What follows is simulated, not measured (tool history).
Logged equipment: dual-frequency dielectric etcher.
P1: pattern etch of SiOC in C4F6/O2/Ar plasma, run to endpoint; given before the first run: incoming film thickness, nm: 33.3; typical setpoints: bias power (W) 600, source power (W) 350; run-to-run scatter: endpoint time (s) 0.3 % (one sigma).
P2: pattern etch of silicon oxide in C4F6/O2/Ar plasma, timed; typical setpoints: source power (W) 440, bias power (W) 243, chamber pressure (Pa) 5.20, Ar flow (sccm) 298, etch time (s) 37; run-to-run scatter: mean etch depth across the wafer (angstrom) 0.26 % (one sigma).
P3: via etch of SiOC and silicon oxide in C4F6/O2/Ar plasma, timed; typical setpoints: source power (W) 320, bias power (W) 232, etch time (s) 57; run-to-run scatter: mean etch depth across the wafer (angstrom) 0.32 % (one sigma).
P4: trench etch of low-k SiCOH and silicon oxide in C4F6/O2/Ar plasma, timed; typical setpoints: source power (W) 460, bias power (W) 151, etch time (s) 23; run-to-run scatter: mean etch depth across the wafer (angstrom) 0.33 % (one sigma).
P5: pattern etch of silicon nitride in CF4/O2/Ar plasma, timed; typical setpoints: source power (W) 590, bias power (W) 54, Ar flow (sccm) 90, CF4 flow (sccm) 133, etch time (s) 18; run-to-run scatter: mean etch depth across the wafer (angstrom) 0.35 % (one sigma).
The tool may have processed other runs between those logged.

run	hour	process that ran	bias power (W)	source power (W)	etch time (s)	Ar flow (sccm)	CF4 flow (sccm)	chamber pressure (Pa)	hours since the last wet clean	hours since the last bias power generator calibration	hours since the last source power generator calibration	endpoint time (s)	mean etch depth across the wafer (angstrom)
1	12.1	P1	600	350					311.2	1227.7	1320.5	11.2940	
2	24.9	P4	151	650	23				324.0	1240.5	1333.3		821.47
3	41.7	P5	54	590	18	90	133		340.8	1257.3	1350.1		429.71
4	58.6	P1	442	350					357.7	1274.2	1367.0	12.7300	
5	73.6	P3	232	320	42				372.7	1289.2	1382.0		469.91
# hour 88.5: wet clean of the chamber
6	90.5	P3	232	420	57				2.1	1306.1	1398.9		707.12
7	102.5	P2	243	440	37	298		7.00	14.1	1318.1	1410.9		1236.40
8	120.3	P1	600	350					31.9	1335.9	1428.7	11.3650	
9	131.0	P4	210	460	23				42.6	1346.6	1439.4		791.03
10	142.8	P4	151	460	29				54.4	1358.4	1451.2		901.95
# hour 144.4: bias power generator calibrated
11	151.4	P2	243	440	37	298		5.20	63.0	7.1	1459.8		1277.50
12	166.9	P2	243	440	37	182		5.20	78.5	22.6	1475.3		1352.80
13	175.0	P5	54	590	18	90	86		86.6	30.7	1483.4		409.25
14	192.4	P4	151	460	23				104.0	48.1	1500.8		715.80
15	209.8	P1	600	350					121.4	65.5	1518.2	11.3430	
16	223.9	P2	243	440	28	298		5.20	135.5	79.6	1532.3		970.13
17	237.8	P2	243	440	37	298		5.20	149.4	93.5	1546.2		1281.10
18	252.0	P2	293	440	37	298		5.20	163.6	107.7	1560.4		1371.90
19	267.6	P5	54	590	25	90	133		179.2	123.3	1576.0		600.25
20	275.5	P1	826	470					187.1	131.2	1583.9	8.9726	
21	293.4	P1	714	350					205.0	149.1	1601.8	10.5920	
22	307.3	P3	156	320	57				218.9	163.0	1615.7		561.20
23	320.9	P2	243	550	37	298		5.20	232.5	176.6	1629.3		1402.30
24	338.3	P3	232	320	57				249.9	194.0	1646.7		639.89
25	350.0	P1	600	250					261.6	205.7	1658.4	12.8430	
26	365.9	P1	600	350					277.5	221.6	1674.3	11.3590	
27	382.1	P5	54	590	18	115	133		293.7	237.8	1690.5		417.34
28	399.9	P5	39	590	18	90	133		311.5	255.6	1708.3		386.40
29	408.0	P5	54	840	18	90	133		319.6	263.7	1716.4		584.29
30	423.1	P1	600	450					334.7	278.8	1731.5	10.3600	
31	440.4	P1	600	350					352.0	296.1	1748.8	11.3660	
32	448.3	P1	600	350					359.9	304.0	1756.7	11.4090	
33	463.0	P1	600	350					374.6	318.7	1771.4	11.4570	
34	476.5	P1	600	350					388.1	332.2	1784.9	11.4930	
35	490.8	P1	600	350					402.4	346.5	1799.2	11.5050	
# hour 501.8: wet clean of the chamber
36	504.6	P1	600	350					2.8	360.3	1813.0	11.5770	
37	514.3	P1	600	350					12.5	370.0	1822.7	11.5230	
38	524.1	P1	600	350					22.3	379.8	1832.5	11.5520	
39	535.8	P1	600	350					34.0	391.5	1844.2	11.5070	
40	547.2	P1	600	350					45.4	402.9	1855.6	11.5360	

Compared with where it was, what P1 gives has crept away. Each cause listed below fits the log as well as the rest, at the size given for it:
A: bias power that arrives under what is set, % = 4.17
B: source power that arrives under what is set, % = 4.39
Onset of the creep was near hour 440.4.
Each remaining cause and why it is not a fit:
chamber walls in a state that lowers the etch rate, %: serviced at hour 501.8, which brought nothing back

The 4 check runs listed below each average the results of 2 wafers, and their outcomes are marked with question marks. Under which run would the listed causes produce clearly different results?
check 1	558.6	P5	54	590	18	90	133						?
check 2	558.6	P2	243	440	37	298		5.20					?
check 3	558.6	P4	151	460	23								?
check 4	558.6	P3	232	320	57								?

Predicted outcomes, by check and by cause:
check	result	if A	if B
check 1	mean etch depth across the wafer (angstrom)	424.82	414.71
check 2	mean etch depth across the wafer (angstrom)	1262.90	1259.10
check 3	mean etch depth across the wafer (angstrom)	705.68	702.15
check 4	mean etch depth across the wafer (angstrom)	630.92	629.36
Per check, the gap between the least separated pair of causes, taken in the result that splits them most: check 1 2.41 %; check 2 0.31 %; check 3 0.5 %; check 4 0.25 %
The other checks would show nearly matching results whichever cause is true, so check 1 is the only one that separates the causes.

The results of check 1 are: mean etch depth across the wafer (angstrom) 425.20. Based on these, which of the listed causes is it?

The cause is A: bias power that arrives under what is set, %.

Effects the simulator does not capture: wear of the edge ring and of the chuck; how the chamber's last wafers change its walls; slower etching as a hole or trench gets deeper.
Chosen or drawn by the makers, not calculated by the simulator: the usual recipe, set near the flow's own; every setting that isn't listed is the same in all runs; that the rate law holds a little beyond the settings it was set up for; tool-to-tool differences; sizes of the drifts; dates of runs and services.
